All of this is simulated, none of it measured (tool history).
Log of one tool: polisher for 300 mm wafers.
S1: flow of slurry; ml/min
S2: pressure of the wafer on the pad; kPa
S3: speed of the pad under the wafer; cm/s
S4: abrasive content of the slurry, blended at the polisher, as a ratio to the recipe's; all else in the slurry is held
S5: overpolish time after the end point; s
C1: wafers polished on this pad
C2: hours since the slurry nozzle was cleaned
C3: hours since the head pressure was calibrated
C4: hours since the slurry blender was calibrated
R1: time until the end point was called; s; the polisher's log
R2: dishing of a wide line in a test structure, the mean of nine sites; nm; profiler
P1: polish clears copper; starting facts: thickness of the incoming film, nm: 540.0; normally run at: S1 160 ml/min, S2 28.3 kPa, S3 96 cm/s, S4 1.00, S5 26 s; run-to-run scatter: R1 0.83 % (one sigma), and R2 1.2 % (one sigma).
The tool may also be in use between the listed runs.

run,hour,S1,S2,S3,S4,S5,C1,C2,C3,C4,R1,R2
1,12.1,160,28.3,96,1.00,26,186,147.2,97.7,81.2,143.430,64.014
2,29.8,160,28.3,96,1.00,26,310,164.9,115.4,98.9,143.970,63.619
3,39.5,160,28.3,58,1.00,26,377,174.6,125.1,108.6,234.640,42.235
4,55.7,160,28.3,96,1.00,26,490,190.8,141.3,124.8,142.760,64.995
5,68.2,160,28.3,96,0.75,26,578,203.3,153.8,137.3,150.890,61.070
6,80.4,160,28.3,96,1.40,26,663,215.5,166.0,149.5,132.870,68.240
7,93.8,205,28.3,96,1.00,26,756,228.9,179.4,162.9,136.800,64.698
8,102.9,95,28.3,96,1.00,26,820,238.0,188.5,172.0,158.000,57.828
9,112.3,160,28.3,152,1.00,26,886,247.4,197.9,181.4,89.556,88.715
10,130.0,160,37.2,96,1.00,26,1009,265.1,215.6,199.1,108.590,80.287
11,140.1,160,28.3,96,1.00,49,1080,275.2,225.7,209.2,141.340,100.760
12,152.9,160,28.3,96,1.00,8,1169,288.0,238.5,222.0,144.060,22.782
13,166.7,160,28.3,96,1.00,26,1265,301.8,252.3,235.8,143.210,63.013

What does the tool deliver on the next run?
# hour 179.5: slurry blender recalibrated
14,183.8,160,28.3,96,0.60,13,1385,318.9,269.4,4.3,?,?

Run 14 came out at R1 159.310 s, R2 32.346 nm.

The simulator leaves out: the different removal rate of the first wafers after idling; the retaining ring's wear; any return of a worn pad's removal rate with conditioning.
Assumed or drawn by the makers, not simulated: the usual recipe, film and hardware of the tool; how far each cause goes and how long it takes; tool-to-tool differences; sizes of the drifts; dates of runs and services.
